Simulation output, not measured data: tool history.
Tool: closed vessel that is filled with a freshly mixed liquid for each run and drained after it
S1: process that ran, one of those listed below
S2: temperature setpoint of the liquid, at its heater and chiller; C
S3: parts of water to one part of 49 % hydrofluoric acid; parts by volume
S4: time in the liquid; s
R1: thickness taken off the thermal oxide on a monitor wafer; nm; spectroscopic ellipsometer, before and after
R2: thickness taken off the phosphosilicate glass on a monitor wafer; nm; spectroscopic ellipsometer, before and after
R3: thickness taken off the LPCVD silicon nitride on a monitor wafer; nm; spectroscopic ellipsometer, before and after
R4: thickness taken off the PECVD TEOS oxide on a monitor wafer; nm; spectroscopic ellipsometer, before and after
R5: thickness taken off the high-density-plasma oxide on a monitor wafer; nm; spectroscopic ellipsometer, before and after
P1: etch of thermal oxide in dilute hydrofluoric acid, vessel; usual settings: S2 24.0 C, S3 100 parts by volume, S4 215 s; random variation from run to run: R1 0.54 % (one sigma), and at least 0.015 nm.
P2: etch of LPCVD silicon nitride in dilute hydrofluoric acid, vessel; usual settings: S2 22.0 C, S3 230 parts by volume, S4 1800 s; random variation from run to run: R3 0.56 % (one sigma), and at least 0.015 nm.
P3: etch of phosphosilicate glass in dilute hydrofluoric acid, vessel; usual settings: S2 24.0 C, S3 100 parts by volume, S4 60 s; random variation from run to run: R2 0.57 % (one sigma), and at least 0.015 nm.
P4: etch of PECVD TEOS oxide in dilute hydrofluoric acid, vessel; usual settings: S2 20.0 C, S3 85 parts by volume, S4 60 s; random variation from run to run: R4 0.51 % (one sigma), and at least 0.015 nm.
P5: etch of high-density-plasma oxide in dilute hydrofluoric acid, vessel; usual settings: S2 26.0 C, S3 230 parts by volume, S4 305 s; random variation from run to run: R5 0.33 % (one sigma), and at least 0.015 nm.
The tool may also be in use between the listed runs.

| run | hour | S1 | S2 | S3 | S4 | R1 | R2 | R3 | R4 | R5 |
|---|---|---|---|---|---|---|---|---|---|---|
| 1 | 6.3 | P1 | 24.0 | 100 | 215 | 10.0340 |  |  |  |  |
| 2 | 11.8 | P3 | 24.0 | 55 | 60 |  | 97.554 |  |  |  |
| 3 | 17.5 | P3 | 24.0 | 100 | 30 |  | 25.006 |  |  |  |
| 4 | 22.2 | P2 | 22.0 | 230 | 1800 |  |  | 4.1715 |  |  |
| 5 | 28.5 | P1 | 24.0 | 25 | 70 | 14.4870 |  |  |  |  |
| 6 | 33.1 | P1 | 24.0 | 100 | 215 | 10.0540 |  |  |  |  |
| 7 | 40.0 | P4 | 20.0 | 85 | 60 |  |  |  | 9.7074 |  |
| 8 | 43.9 | P3 | 24.0 | 100 | 60 |  | 50.045 |  |  |  |
| 9 | 49.2 | P1 | 19.0 | 100 | 30 | 1.1413 |  |  |  |  |
|  | 52.2 | thermometer replaced |
| 10 | 53.1 | P1 | 24.0 | 100 | 370 | 17.4140 |  |  |  |  |
| 11 | 58.5 | P1 | 24.0 | 100 | 215 | 10.1640 |  |  |  |  |
| 12 | 65.4 | P4 | 17.0 | 85 | 60 |  |  |  | 8.5971 |  |
| 13 | 72.0 | P1 | 24.0 | 25 | 215 | 44.7450 |  |  |  |  |
| 14 | 77.6 | P2 | 22.0 | 230 | 995 |  |  | 2.3239 |  |  |
| 15 | 83.8 | P2 | 22.0 | 230 | 1800 |  |  | 4.1573 |  |  |
| 16 | 89.9 | P3 | 24.0 | 100 | 60 |  | 50.362 |  |  |  |
| 17 | 96.9 | P5 | 26.0 | 230 | 565 |  |  |  |  | 13.2350 |
| 18 | 102.1 | P1 | 24.0 | 100 | 215 | 9.9653 |  |  |  |  |
| 19 | 106.0 | P1 | 17.0 | 100 | 215 | 7.5123 |  |  |  |  |
| 20 | 110.7 | P5 | 30.5 | 230 | 305 |  |  |  |  | 8.4273 |
| 21 | 114.3 | P2 | 22.0 | 410 | 1800 |  |  | 2.3408 |  |  |
| 22 | 119.1 | P1 | 24.0 | 170 | 215 | 5.4168 |  |  |  |  |
| 23 | 123.8 | P4 | 20.0 | 120 | 60 |  |  |  | 6.6065 |  |
| 24 | 130.4 | P1 | 24.0 | 100 | 215 | 9.9824 |  |  |  |  |
| 25 | 134.6 | P5 | 26.0 | 45 | 305 |  |  |  |  | 45.9850 |
| 26 | 139.5 | P1 | 30.0 | 100 | 215 | 12.4650 |  |  |  |  |
| 27 | 145.0 | P1 | 24.0 | 100 | 35 | 1.6106 |  |  |  |  |
| 28 | 149.7 | P1 | 24.0 | 100 | 215 | 9.9656 |  |  |  |  |
| 29 | 153.2 | P3 | 31.5 | 100 | 60 |  | 67.154 |  |  |  |
| 30 | 158.4 | P5 | 26.0 | 230 | 305 |  |  |  |  | 7.1699 |
| 31 | 163.6 | P2 | 17.0 | 230 | 1800 |  |  | 3.0151 |  |  |
| 32 | 167.7 | P4 | 20.0 | 85 | 35 |  |  |  | 5.6940 |  |
| 33 | 175.0 | P1 | 24.0 | 100 | 215 | 9.9537 |  |  |  |  |
| 34 | 180.4 | P1 | 24.0 | 100 | 215 | 10.4470 |  |  |  |  |
| 35 | 184.7 | P1 | 24.0 | 100 | 215 | 10.5310 |  |  |  |  |
| 36 | 189.2 | P1 | 24.0 | 100 | 215 | 10.6410 |  |  |  |  |
| 37 | 196.9 | P1 | 24.0 | 100 | 215 | 10.8760 |  |  |  |  |
| 38 | 203.2 | P1 | 24.0 | 100 | 215 | 10.9100 |  |  |  |  |
| 39 | 206.8 | P1 | 24.0 | 100 | 215 | 10.7840 |  |  |  |  |
| 40 | 211.7 | P1 | 24.0 | 100 | 215 | 10.8050 |  |  |  |  |

What P1 gives has crept away from where it was. These 2 causes fit the log equally well, each at the size given:
A: liquid hotter than its thermometer reads (K) = 1.96
B: hydrofluoric acid flow above the setpoint (%) = 7.11
The creep began at about hour 175.0.

4 check runs are offered, each on 2 wafers whose results are averaged, their results left as question marks. Which one tells the causes apart?
| check 1 | 216.6 | P3 | 27.0 | 100 | 30 |  | ? |  |  |  |
| check 2 | 216.6 | P5 | 26.0 | 105 | 515 |  |  |  |  | ? |
| check 3 | 216.6 | P2 | 17.0 | 375 | 1800 |  |  | ? |  |  |
| check 4 | 216.6 | P4 | 17.0 | 110 | 60 |  |  |  | ? |  |

What each check would give under each cause:
| check | result | if A | if B |
|---|---|---|---|
| check 1 | R2 | 30.529 | 30.610 |
| check 2 | R5 | 33.1510 | 33.2300 |
| check 3 | R3 | 2.1437 | 2.0199 |
| check 4 | R4 | 6.9956 | 6.9586 |
How far apart the two closest causes lie, in the result that separates them most: check 1 0.26 %; check 2 0.24 %; check 3 5.95 %; check 4 0.53 %
Only check 3 tells the causes apart: in the others they would give nearly the same result.

Then check 3 was run and gave: R3 2.1403 nm. Which cause is it?

It is A: liquid hotter than its thermometer reads (K).
